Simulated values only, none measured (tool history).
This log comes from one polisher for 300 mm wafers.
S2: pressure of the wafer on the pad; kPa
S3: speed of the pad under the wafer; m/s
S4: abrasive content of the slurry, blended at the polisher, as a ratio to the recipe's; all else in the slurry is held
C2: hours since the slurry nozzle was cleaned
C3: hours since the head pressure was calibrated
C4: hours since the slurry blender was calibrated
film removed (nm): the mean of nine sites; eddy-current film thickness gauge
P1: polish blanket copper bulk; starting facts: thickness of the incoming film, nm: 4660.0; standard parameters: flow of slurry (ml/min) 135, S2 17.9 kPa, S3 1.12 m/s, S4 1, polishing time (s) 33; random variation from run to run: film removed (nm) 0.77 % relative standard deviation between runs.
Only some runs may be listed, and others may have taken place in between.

{"run": 1, "hour": 6.1, "flow of slurry (ml/min)": 135, "S2": 17.9, "S3": 1.12, "S4": 1, "polishing time (s)": 33, "wafers polished on this pad": 192, "C2": 187.8, "C3": 130.2, "C4": 87, "film removed (nm)": 343.02}
{"run": 2, "hour": 15.8, "flow of slurry (ml/min)": 135, "S2": 26.9, "S3": 1.12, "S4": 1, "polishing time (s)": 33, "wafers polished on this pad": 282, "C2": 197.5, "C3": 139.9, "C4": 96.7, "film removed (nm)": 514.73}
{"run": 3, "hour": 25.5, "flow of slurry (ml/min)": 195, "S2": 10.3, "S3": 1.12, "S4": 1, "polishing time (s)": 33, "wafers polished on this pad": 373, "C2": 207.2, "C3": 149.6, "C4": 106.4, "film removed (nm)": 211.4}
{"run": 4, "hour": 32.1, "flow of slurry (ml/min)": 180, "S2": 17.9, "S3": 1.12, "S4": 1, "polishing time (s)": 33, "wafers polished on this pad": 435, "C2": 213.8, "C3": 156.2, "C4": 113, "film removed (nm)": 359.42}
{"run": 5, "hour": 37.9, "flow of slurry (ml/min)": 135, "S2": 13.1, "S3": 1.12, "S4": 1, "polishing time (s)": 33, "wafers polished on this pad": 489, "C2": 219.6, "C3": 162, "C4": 118.8, "film removed (nm)": 252.42}
{"run": 6, "hour": 46.7, "flow of slurry (ml/min)": 135, "S2": 17.9, "S3": 0.78, "S4": 1, "polishing time (s)": 41, "wafers polished on this pad": 571, "C2": 228.4, "C3": 170.8, "C4": 127.6, "film removed (nm)": 298.3}
{"run": 7, "hour": 53.4, "flow of slurry (ml/min)": 85, "S2": 17.9, "S3": 1.12, "S4": 1, "polishing time (s)": 33, "wafers polished on this pad": 634, "C2": 235.1, "C3": 177.5, "C4": 134.3, "film removed (nm)": 309.53}
{"run": 8, "hour": 63.5, "flow of slurry (ml/min)": 135, "S2": 17.9, "S3": 0.5, "S4": 1, "polishing time (s)": 33, "wafers polished on this pad": 729, "C2": 245.2, "C3": 187.6, "C4": 144.4, "film removed (nm)": 153.65}
{"run": 9, "hour": 73.3, "flow of slurry (ml/min)": 135, "S2": 17.9, "S3": 1.12, "S4": 1, "polishing time (s)": 33, "wafers polished on this pad": 820, "C2": 255, "C3": 197.4, "C4": 154.2, "film removed (nm)": 339.41}
{"run": 10, "hour": 82.3, "flow of slurry (ml/min)": 135, "S2": 17.9, "S3": 1.12, "S4": 0.6, "polishing time (s)": 33, "wafers polished on this pad": 904, "C2": 264, "C3": 206.4, "C4": 163.2, "film removed (nm)": 312.22}
{"run": 11, "hour": 91.1, "flow of slurry (ml/min)": 135, "S2": 17.9, "S3": 1.12, "S4": 1.25, "polishing time (s)": 33, "wafers polished on this pad": 987, "C2": 272.8, "C3": 215.2, "C4": 172, "film removed (nm)": 360.89}
{"run": 12, "hour": 99.1, "flow of slurry (ml/min)": 135, "S2": 17.9, "S3": 1.44, "S4": 1, "polishing time (s)": 33, "wafers polished on this pad": 1062, "C2": 280.8, "C3": 223.2, "C4": 180, "film removed (nm)": 444.24}
{"run": 13, "hour": 110.1, "flow of slurry (ml/min)": 135, "S2": 17.9, "S3": 1.12, "S4": 1, "polishing time (s)": 52, "wafers polished on this pad": 1164, "C2": 291.8, "C3": 234.2, "C4": 191, "film removed (nm)": 543.59}
{"run": 14, "hour": 115.1, "flow of slurry (ml/min)": 135, "S2": 17.9, "S3": 1.12, "S4": 1, "polishing time (s)": 33, "wafers polished on this pad": 1211, "C2": 296.8, "C3": 239.2, "C4": 196, "film removed (nm)": 342.7}
{"run": 15, "hour": 120.5, "flow of slurry (ml/min)": 135, "S2": 17.9, "S3": 1.7, "S4": 1.3, "polishing time (s)": 33, "wafers polished on this pad": 1262, "C2": 302.2, "C3": 244.6, "C4": 201.4, "film removed (nm)": 544.05}
{"run": 16, "hour": 128.1, "flow of slurry (ml/min)": 135, "S2": 17.9, "S3": 1.12, "S4": 1, "polishing time (s)": 33, "wafers polished on this pad": 1333, "C2": 309.8, "C3": 252.2, "C4": 209, "film removed (nm)": 338.22}
{"run": 17, "hour": 136.0, "flow of slurry (ml/min)": 135, "S2": 17.9, "S3": 1.12, "S4": 1, "polishing time (s)": 33, "wafers polished on this pad": 1407, "C2": 317.7, "C3": 260.1, "C4": 216.9, "film removed (nm)": 346.2}
{"run": 18, "hour": 143.8, "flow of slurry (ml/min)": 135, "S2": 17.9, "S3": 1.12, "S4": 1, "polishing time (s)": 17, "wafers polished on this pad": 1480, "C2": 325.5, "C3": 267.9, "C4": 224.7, "film removed (nm)": 176.55}
{"run": 19, "hour": 149.7, "flow of slurry (ml/min)": 135, "S2": 17.9, "S3": 1.12, "S4": 1, "polishing time (s)": 33, "wafers polished on this pad": 1535, "C2": 331.4, "C3": 273.8, "C4": 230.6, "film removed (nm)": 341.13}
{"run": 20, "hour": 158.3, "flow of slurry (ml/min)": 135, "S2": 17.9, "S3": 1.12, "S4": 1, "polishing time (s)": 33, "wafers polished on this pad": 1615, "C2": 340, "C3": 282.4, "C4": 239.2, "film removed (nm)": 335.29}
{"run": 21, "hour": 168.1, "flow of slurry (ml/min)": 135, "S2": 17.9, "S3": 1.12, "S4": 1, "polishing time (s)": 33, "wafers polished on this pad": 1707, "C2": 349.8, "C3": 292.2, "C4": 249, "film removed (nm)": 325.05}
{"run": 22, "hour": 178.9, "flow of slurry (ml/min)": 135, "S2": 17.9, "S3": 1.12, "S4": 1, "polishing time (s)": 33, "wafers polished on this pad": 1808, "C2": 360.6, "C3": 303, "C4": 259.8, "film removed (nm)": 322.09}
{"hour": 184.3, "done": "worn pad replaced by a new one"}
{"run": 23, "hour": 186.1, "flow of slurry (ml/min)": 135, "S2": 17.9, "S3": 1.12, "S4": 1, "polishing time (s)": 33, "wafers polished on this pad": 16, "C2": 367.8, "C3": 310.2, "C4": 267, "film removed (nm)": 313.42}
{"hour": 187.1, "done": "slurry blender recalibrated"}
{"run": 24, "hour": 192.2, "flow of slurry (ml/min)": 135, "S2": 17.9, "S3": 1.12, "S4": 1, "polishing time (s)": 33, "wafers polished on this pad": 73, "C2": 373.9, "C3": 316.3, "C4": 5.1, "film removed (nm)": 313.21}
{"run": 25, "hour": 198.5, "flow of slurry (ml/min)": 135, "S2": 17.9, "S3": 1.12, "S4": 1, "polishing time (s)": 33, "wafers polished on this pad": 132, "C2": 380.2, "C3": 322.6, "C4": 11.4, "film removed (nm)": 315}
{"run": 26, "hour": 203.9, "flow of slurry (ml/min)": 135, "S2": 17.9, "S3": 1.12, "S4": 1, "polishing time (s)": 33, "wafers polished on this pad": 183, "C2": 385.6, "C3": 328, "C4": 16.8, "film removed (nm)": 315.06}
{"run": 27, "hour": 209.2, "flow of slurry (ml/min)": 135, "S2": 17.9, "S3": 1.12, "S4": 1, "polishing time (s)": 33, "wafers polished on this pad": 232, "C2": 390.9, "C3": 333.3, "C4": 22.1, "film removed (nm)": 309.71}
{"run": 28, "hour": 219.5, "flow of slurry (ml/min)": 135, "S2": 17.9, "S3": 1.12, "S4": 1, "polishing time (s)": 33, "wafers polished on this pad": 329, "C2": 401.2, "C3": 343.6, "C4": 32.4, "film removed (nm)": 310.22}
{"run": 29, "hour": 227.2, "flow of slurry (ml/min)": 135, "S2": 17.9, "S3": 1.12, "S4": 1, "polishing time (s)": 33, "wafers polished on this pad": 401, "C2": 408.9, "C3": 351.3, "C4": 40.1, "film removed (nm)": 312.13}

What P1 gives has crept away from where it was. These 2 causes fit the log equally well, each at the size given:
A: slurry flow missing at the pad, % = 35.3
B: head's pressure below its setpoint, % = 9.62
The gradual shift began around hour 149.7.
The rest of the possible causes, and what rules out each one:
removal rate lost through wear of the pad, %: its service at hour 184.3 followed the start of the drift and did not put the process back to its old value
abrasive missing from the slurry, %: its service at hour 187.1 followed the start of the drift and did not put the process back to its old value

The list below offers 4 check runs, each averaging the results of 2 wafers, and shows each result as a question mark. For which of them would the listed causes give clearly different results?
{"run": "check 1", "hour": 234.9, "flow of slurry (ml/min)": 135, "S2": 17.9, "S3": 0.86, "S4": 1, "polishing time (s)": 33, "film removed (nm)": "?"}
{"run": "check 2", "hour": 234.9, "flow of slurry (ml/min)": 135, "S2": 24.1, "S3": 1.12, "S4": 1, "polishing time (s)": 50, "film removed (nm)": "?"}
{"run": "check 3", "hour": 234.9, "flow of slurry (ml/min)": 90, "S2": 17.9, "S3": 1.12, "S4": 1, "polishing time (s)": 33, "film removed (nm)": "?"}
{"run": "check 4", "hour": 234.9, "flow of slurry (ml/min)": 135, "S2": 17.9, "S3": 1.12, "S4": 0.75, "polishing time (s)": 33, "film removed (nm)": "?"}

Predicted outcomes, by check and by cause:
check=check_1 result=film_removed_(nm) if_A=238.02 if_B=237.98
check=check_2 result=film_removed_(nm) if_A=632.24 if_B=632.13
check=check_3 result=film_removed_(nm) if_A=270.82 if_B=282.48
check=check_4 result=film_removed_(nm) if_A=291.76 if_B=291.71
Smallest distance between any two causes, each pair judged by its most separating result, in per cent: check 1 0.02 %; check 2 0.02 %; check 3 4.21 %; check 4 0.02 %
Of the check runs offered, only check 3 discriminates between the causes; the rest would read about the same regardless of which cause applies.

Check 3 was carried out, with these results: film removed (nm) 273.25. Which of the listed causes is responsible?

It was cause A: slurry flow missing at the pad, %.

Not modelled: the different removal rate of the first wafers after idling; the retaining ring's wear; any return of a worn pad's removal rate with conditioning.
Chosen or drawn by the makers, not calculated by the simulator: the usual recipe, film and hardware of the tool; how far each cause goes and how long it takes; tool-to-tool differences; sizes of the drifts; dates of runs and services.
